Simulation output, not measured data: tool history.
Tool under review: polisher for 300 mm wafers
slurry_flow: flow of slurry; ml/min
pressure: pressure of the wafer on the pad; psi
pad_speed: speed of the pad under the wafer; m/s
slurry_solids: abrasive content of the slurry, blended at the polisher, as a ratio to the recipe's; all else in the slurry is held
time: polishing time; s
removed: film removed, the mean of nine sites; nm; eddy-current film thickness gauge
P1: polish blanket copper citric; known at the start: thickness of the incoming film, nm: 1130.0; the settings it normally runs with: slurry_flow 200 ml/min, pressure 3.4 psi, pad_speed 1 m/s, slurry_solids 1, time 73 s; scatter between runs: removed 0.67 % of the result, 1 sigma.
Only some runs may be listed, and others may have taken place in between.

run	hour	slurry_flow	pressure	pad_speed	slurry_solids	time	removed
1	12.2	200	3.4	1	1	73	215.08
2	25.9	200	3.4	1	1	33	96.557
3	33.3	200	3.4	1	1	73	214.93
4	45.3	200	3.4	1	1	73	215.23
5	52.8	200	1.7	1	1	102	152.09
6	60.4	200	3.4	1.38	1	73	293.54
7	69	200	3.4	1	1	73	215.72
8	79	295	3.4	1	1	73	222.74
9	86.7	120	4.9	1	1	73	278.27
10	101	200	3.4	1	1	106	312.56
11	110.1	200	3.4	1	1.3	73	227.81
12	122.7	120	3.4	1	1	73	199.87
13	129.7	200	1.5	1	1	73	96.427
14	137.8	200	3.4	1	0.65	73	196.09
15	147.2	200	3.4	1	1	73	212.14
16	156.9	200	3.4	0.44	1	73	97.669
17	166.3	200	4.9	1	1	73	306.31
18	174.9	200	3.4	1	1	73	216.54
19	183.1	200	3.4	1	1	73	207.54
20	191.1	200	3.4	1	1	73	205.84
# hour 196.8: slurry blender recalibrated
21	199.2	200	3.4	1	1	73	203.12
22	206.4	200	3.4	1	1	73	204.47
# hour 210.9: head pressure recalibrated
23	213.9	200	3.4	1	1	73	202.92
24	227.6	200	3.4	1	1	73	202.72
25	235.8	200	3.4	1	1	73	200.96

P1 no longer gives what it gave before; its output has crept away from where it was. The following 2 causes, each at its listed size, fit the log equally well:
A: removal rate lost through wear of the pad, % = 5.93
B: slurry flow missing at the pad, % = 31.8
The gradual shift began around hour 174.9.
Other possible causes, and why each is ruled out:
head's pressure below its setpoint, %: serviced at hour 210.9, after the change had begun; the process did not return to its earlier output
abrasive missing from the slurry, %: serviced at hour 196.8, after the change had begun; the process did not return to its earlier output

Consider the 4 check runs below, whose results appear as question marks and each of which averages 3 wafers. Which one distinguishes the causes, in that each cause would give it a clearly different result?
check 1	244	200	3.4	0.44	1	89	?
check 2	244	200	3.4	0.66	1	73	?
check 3	244	125	3.4	0.58	1	73	?
check 4	244	200	3.4	1.36	1	73	?

Outcome of each check run for each possible cause:
check	result	if A	if B
check 1	removed	111.02	111.02
check 2	removed	134.45	134.45
check 3	removed	109.73	106.21
check 4	removed	272.5	272.49
Distance between the nearest two causes, measured in the result of the check that separates them most: check 1 0 %; check 2 0 %; check 3 3.25 %; check 4 0 %
Check 3 distinguishes between the causes, while the remaining checks would return nearly the same result for all of them.

Check 3 was carried out, with these results: removed 109.13 nm. Which of the listed causes is responsible?

The cause is A: removal rate lost through wear of the pad, %.
